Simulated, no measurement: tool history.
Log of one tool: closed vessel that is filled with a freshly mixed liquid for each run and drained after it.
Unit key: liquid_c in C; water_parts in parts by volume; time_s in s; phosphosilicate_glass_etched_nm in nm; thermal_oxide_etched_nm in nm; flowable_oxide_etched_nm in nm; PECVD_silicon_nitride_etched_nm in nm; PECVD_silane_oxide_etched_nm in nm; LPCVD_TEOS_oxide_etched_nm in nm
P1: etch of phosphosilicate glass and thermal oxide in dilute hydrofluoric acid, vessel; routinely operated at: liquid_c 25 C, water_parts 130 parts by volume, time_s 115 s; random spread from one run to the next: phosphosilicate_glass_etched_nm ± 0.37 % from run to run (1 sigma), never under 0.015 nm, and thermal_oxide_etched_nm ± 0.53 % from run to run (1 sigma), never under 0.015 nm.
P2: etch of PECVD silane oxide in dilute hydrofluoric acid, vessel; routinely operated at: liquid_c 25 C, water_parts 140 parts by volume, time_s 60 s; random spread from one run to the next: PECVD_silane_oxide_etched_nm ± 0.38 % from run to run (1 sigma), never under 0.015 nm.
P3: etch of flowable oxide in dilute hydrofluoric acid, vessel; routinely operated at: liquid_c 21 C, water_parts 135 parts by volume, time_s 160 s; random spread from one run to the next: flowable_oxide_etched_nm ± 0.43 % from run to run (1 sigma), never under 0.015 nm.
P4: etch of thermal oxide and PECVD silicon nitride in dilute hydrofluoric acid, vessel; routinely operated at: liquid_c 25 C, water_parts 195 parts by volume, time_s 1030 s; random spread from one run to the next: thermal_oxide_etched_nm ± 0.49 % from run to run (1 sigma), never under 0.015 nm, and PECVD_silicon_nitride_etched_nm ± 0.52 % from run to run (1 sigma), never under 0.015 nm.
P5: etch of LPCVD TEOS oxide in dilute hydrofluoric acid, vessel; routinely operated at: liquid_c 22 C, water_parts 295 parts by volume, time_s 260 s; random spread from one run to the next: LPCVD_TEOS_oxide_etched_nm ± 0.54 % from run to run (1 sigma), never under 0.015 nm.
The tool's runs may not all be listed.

| run | hour | process | liquid_c | water_parts | time_s | hours since the thermometer was replaced | hours since the hydrofluoric acid flow meter was replaced | phosphosilicate_glass_etched_nm | thermal_oxide_etched_nm | flowable_oxide_etched_nm | PECVD_silicon_nitride_etched_nm | PECVD_silane_oxide_etched_nm | LPCVD_TEOS_oxide_etched_nm |
|---|---|---|---|---|---|---|---|---|---|---|---|---|---|
| 1 | 5.3 | P1 | 25 | 130 | 115 | 268.5 | 338.8 | 57.41 | 4.4917 |  |  |  |  |
| 2 | 11.4 | P3 | 21 | 135 | 160 | 274.6 | 344.9 |  |  | 20.884 |  |  |  |
| 3 | 14.5 | P4 | 25 | 195 | 1030 | 277.7 | 348 |  | 23.738 |  | 27.117 |  |  |
| 4 | 17.8 | P4 | 25 | 315 | 1030 | 281 | 351.3 |  | 12.937 |  | 16.813 |  |  |
| 5 | 23.6 | P1 | 25 | 85 | 175 | 286.8 | 357.1 | 141.39 | 11.045 |  |  |  |  |
| 6 | 28.4 | P2 | 30.5 | 140 | 60 | 291.6 | 361.9 |  |  |  |  | 23.548 |  |
| 7 | 32.6 | P5 | 22 | 295 | 260 | 295.8 | 366.1 |  |  |  |  |  | 29.784 |
| 8 | 35.3 | P3 | 21 | 135 | 260 | 298.5 | 368.8 |  |  | 33.694 |  |  |  |
| 9 | 38.4 | P2 | 25 | 240 | 60 | 301.6 | 371.9 |  |  |  |  | 10.019 |  |
| 10 | 42.9 | P5 | 22 | 465 | 260 | 306.1 | 376.4 |  |  |  |  |  | 16.395 |
| 11 | 47 | P1 | 30 | 130 | 115 | 310.2 | 380.5 | 69.818 | 5.4465 |  |  |  |  |
| 12 | 53.1 | P3 | 17 | 135 | 160 | 316.3 | 386.6 |  |  | 17.676 |  |  |  |
| 13 | 56.2 | P2 | 25 | 140 | 110 | 319.4 | 389.7 |  |  |  |  | 35.249 |  |
| 14 | 60.3 | P1 | 19 | 130 | 115 | 323.5 | 393.8 | 45.448 | 3.605 |  |  |  |  |
| 15 | 63.6 | P2 | 25 | 140 | 60 | 326.8 | 397.1 |  |  |  |  | 19.225 |  |
| 16 | 69.2 | P1 | 25 | 40 | 115 | 332.4 | 402.7 | 210.26 | 16.703 |  |  |  |  |
|  | 70.8 | hydrofluoric acid flow meter replaced |
| 17 | 72.7 | P4 | 25 | 195 | 1760 | 335.9 | 2 |  | 40.671 |  | 46.357 |  |  |
| 18 | 75.7 | P1 | 25 | 130 | 200 | 338.9 | 5 | 100.43 | 7.9011 |  |  |  |  |
| 19 | 79.7 | P1 | 25 | 185 | 115 | 342.9 | 9 | 38.171 | 3.0142 |  |  |  |  |
| 20 | 84.9 | P4 | 21 | 195 | 1030 | 348.1 | 14.2 |  | 20.191 |  | 20.941 |  |  |
| 21 | 89.8 | P1 | 25 | 130 | 115 | 353 | 19.1 | 57.277 | 4.5322 |  |  |  |  |
| 22 | 93.8 | P1 | 25 | 130 | 30 | 357 | 23.1 | 15.005 | 1.1956 |  |  |  |  |
| 23 | 97.9 | P2 | 25 | 140 | 60 | 361.1 | 27.2 |  |  |  |  | 19.171 |  |
| 24 | 102.3 | P1 | 25 | 130 | 115 | 365.5 | 31.6 | 57.561 | 4.544 |  |  |  |  |
| 25 | 107.4 | P1 | 25 | 130 | 115 | 370.6 | 36.7 | 57.731 | 4.5545 |  |  |  |  |
| 26 | 111.9 | P5 | 17 | 295 | 260 | 375.1 | 41.2 |  |  |  |  |  | 24.754 |
| 27 | 116.7 | P5 | 22 | 295 | 405 | 379.9 | 46 |  |  |  |  |  | 46.424 |
| 28 | 119.5 | P1 | 25 | 130 | 115 | 382.7 | 48.8 | 57.86 | 4.4789 |  |  |  |  |
| 29 | 125.3 | P3 | 21 | 35 | 160 | 388.5 | 54.6 |  |  | 89.878 |  |  |  |
| 30 | 131.4 | P1 | 25 | 130 | 115 | 394.6 | 60.7 | 57.911 | 4.5299 |  |  |  |  |
| 31 | 137.1 | P1 | 25 | 130 | 115 | 400.3 | 66.4 | 59.404 | 4.6767 |  |  |  |  |
| 32 | 141.7 | P1 | 25 | 130 | 115 | 404.9 | 71 | 60.283 | 4.7525 |  |  |  |  |
| 33 | 147.1 | P1 | 25 | 130 | 115 | 410.3 | 76.4 | 60.665 | 4.7627 |  |  |  |  |
| 34 | 152.6 | P1 | 25 | 130 | 115 | 415.8 | 81.9 | 61.386 | 4.8266 |  |  |  |  |
| 35 | 158.3 | P1 | 25 | 130 | 115 | 421.5 | 87.6 | 61.711 | 4.8092 |  |  |  |  |
| 36 | 164.5 | P1 | 25 | 130 | 115 | 427.7 | 93.8 | 61.545 | 4.8187 |  |  |  |  |
| 37 | 169.5 | P1 | 25 | 130 | 115 | 432.7 | 98.8 | 61.181 | 4.8586 |  |  |  |  |

The output of P1 has drifted from where it used to be. Each of the 2 causes below, taken at the size shown beside it, accounts for the log equally well:
A: hydrofluoric acid flow above the setpoint (%) = 5.69
B: liquid hotter than its thermometer reads (K) = 1.68
The process output started creeping at around hour 131.4.

Consider the 4 single-wafer check runs listed below, results given as question marks: which one distinguishes between the causes by giving clearly different results for each?
| check 1 | 174.5 | P2 | 25 | 140 | 60 |  |  |  |  |  |  | ? |  |
| check 2 | 174.5 | P5 | 22 | 295 | 260 |  |  |  |  |  |  |  | ? |
| check 3 | 174.5 | P3 | 21 | 135 | 160 |  |  |  |  | ? |  |  |  |
| check 4 | 174.5 | P4 | 25 | 195 | 1030 |  |  |  | ? |  | ? |  |  |

What every check run would give for each of its results, assuming each possible cause in turn:
| check | result | if A | if B |
|---|---|---|---|
| check 1 | PECVD_silane_oxide_etched_nm | 20.481 | 20.463 |
| check 2 | LPCVD_TEOS_oxide_etched_nm | 32.008 | 31.66 |
| check 3 | flowable_oxide_etched_nm | 22.112 | 22.178 |
| check 4 | thermal_oxide_etched_nm | 25.316 | 25.165 |
| check 4 | PECVD_silicon_nitride_etched_nm | 28.712 | 30.172 |
Smallest distance between any two causes, each pair judged by its most separating result, in per cent: check 1 0.09 %; check 2 1.09 %; check 3 0.3 %; check 4 4.96 %
The causes can be told apart only by check 4. The other checks would give nearly the same results under each of them.

Check 4 has now been run. It gave: thermal_oxide_etched_nm 25.165 nm; PECVD_silicon_nitride_etched_nm 30.406 nm. Which of the candidate causes is it?

It was cause B: liquid hotter than its thermometer reads (K).

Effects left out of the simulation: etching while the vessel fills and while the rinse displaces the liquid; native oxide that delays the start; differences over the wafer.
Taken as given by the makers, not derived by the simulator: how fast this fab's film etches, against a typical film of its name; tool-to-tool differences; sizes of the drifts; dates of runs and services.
